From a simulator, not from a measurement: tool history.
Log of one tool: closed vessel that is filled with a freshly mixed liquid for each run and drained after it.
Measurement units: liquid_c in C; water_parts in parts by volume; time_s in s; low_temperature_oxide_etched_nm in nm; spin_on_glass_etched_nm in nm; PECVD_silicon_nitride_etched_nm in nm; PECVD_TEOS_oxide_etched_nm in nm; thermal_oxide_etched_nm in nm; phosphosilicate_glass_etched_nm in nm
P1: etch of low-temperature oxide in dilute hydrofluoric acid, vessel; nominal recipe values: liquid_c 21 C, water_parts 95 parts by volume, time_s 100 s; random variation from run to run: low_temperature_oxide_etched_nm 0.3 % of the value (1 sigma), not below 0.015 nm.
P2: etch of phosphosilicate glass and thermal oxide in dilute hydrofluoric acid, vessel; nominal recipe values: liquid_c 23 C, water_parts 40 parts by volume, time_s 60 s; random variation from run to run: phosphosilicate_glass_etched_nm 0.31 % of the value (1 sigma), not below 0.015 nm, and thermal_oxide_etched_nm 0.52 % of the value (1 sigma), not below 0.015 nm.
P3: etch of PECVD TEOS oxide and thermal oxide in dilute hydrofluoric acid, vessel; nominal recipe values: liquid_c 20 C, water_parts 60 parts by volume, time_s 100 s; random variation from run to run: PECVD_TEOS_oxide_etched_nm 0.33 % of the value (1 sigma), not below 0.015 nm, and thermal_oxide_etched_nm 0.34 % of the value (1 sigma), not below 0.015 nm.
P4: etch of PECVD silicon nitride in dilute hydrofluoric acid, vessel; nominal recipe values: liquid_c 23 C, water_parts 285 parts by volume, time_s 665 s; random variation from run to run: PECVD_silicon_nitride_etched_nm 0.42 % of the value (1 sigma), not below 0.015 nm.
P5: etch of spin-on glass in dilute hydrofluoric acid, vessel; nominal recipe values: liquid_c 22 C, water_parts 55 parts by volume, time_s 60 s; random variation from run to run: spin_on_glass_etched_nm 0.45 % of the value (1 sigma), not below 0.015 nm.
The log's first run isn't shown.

run,hour,process,liquid_c,water_parts,time_s,hours since the thermometer was replaced,hours since the hydrofluoric acid flow meter was replaced,low_temperature_oxide_etched_nm,spin_on_glass_etched_nm,PECVD_silicon_nitride_etched_nm,PECVD_TEOS_oxide_etched_nm,thermal_oxide_etched_nm,phosphosilicate_glass_etched_nm
2,16.8,P5,27.5,55,60,1087.8,346.9,,45.148,,,,
3,24.6,P1,21,95,100,1095.6,354.7,11.005,,,,,
4,34.2,P1,21,95,50,1105.2,364.3,5.5263,,,,,
5,41.7,P4,23,285,305,1112.7,371.8,,,3.2516,,,
6,48.2,P3,20,60,195,1119.2,378.3,,,,25.093,13.03,
7,56.8,P2,23,40,60,1127.8,386.9,,,,,7.2765,139.88
8,62.9,P1,21,20,100,1133.9,393,57.225,,,,,
9,72.6,P2,23,40,30,1143.6,402.7,,,,,3.6365,69.477
10,80,P1,28.5,95,100,1151,410.1,14.879,,,,,
11,87.4,P5,22,55,60,1158.4,417.5,,35.9,,,,
12,95.6,P4,23,285,665,1166.6,425.7,,,7.1893,,,
13,105,P2,17,40,60,1176,435.1,,,,,5.6015,107.82
14,113,P1,21,150,100,1184,443.1,6.6322,,,,,
15,119.3,P4,17,285,665,1190.3,449.4,,,4.9287,,,
16,129.7,P1,21,30,175,1200.7,459.8,66.132,,,,,
17,137.3,P1,21,95,100,1208.3,467.4,11.052,,,,,
18,146.3,P5,22,20,60,1217.3,476.4,,104.48,,,,
19,151.3,P2,23,20,60,1222.3,481.4,,,,,15.077,287.04
20,161.8,P1,21,95,100,1232.8,491.9,11.114,,,,,
21,172.6,P1,21,95,100,1243.6,502.7,11.063,,,,,
22,183,P3,17,60,100,1254,513.1,,,,11.293,5.8684,
23,193.8,P3,20,60,100,1264.8,523.9,,,,12.919,6.6544,
24,203.9,P4,23,160,665,1274.9,534,,,12.544,,,
25,214.7,P1,17,95,100,1285.7,544.8,9.3636,,,,,
# hour 215.2: thermometer replaced
26,222.8,P1,21,95,100,7.7,552.9,11.078,,,,,

What will run 27 give?
27,230.8,P1,21,95,100,15.7,560.9,?,,,,,

{"run 27": {"low_temperature_oxide_etched_nm": 11.077}}

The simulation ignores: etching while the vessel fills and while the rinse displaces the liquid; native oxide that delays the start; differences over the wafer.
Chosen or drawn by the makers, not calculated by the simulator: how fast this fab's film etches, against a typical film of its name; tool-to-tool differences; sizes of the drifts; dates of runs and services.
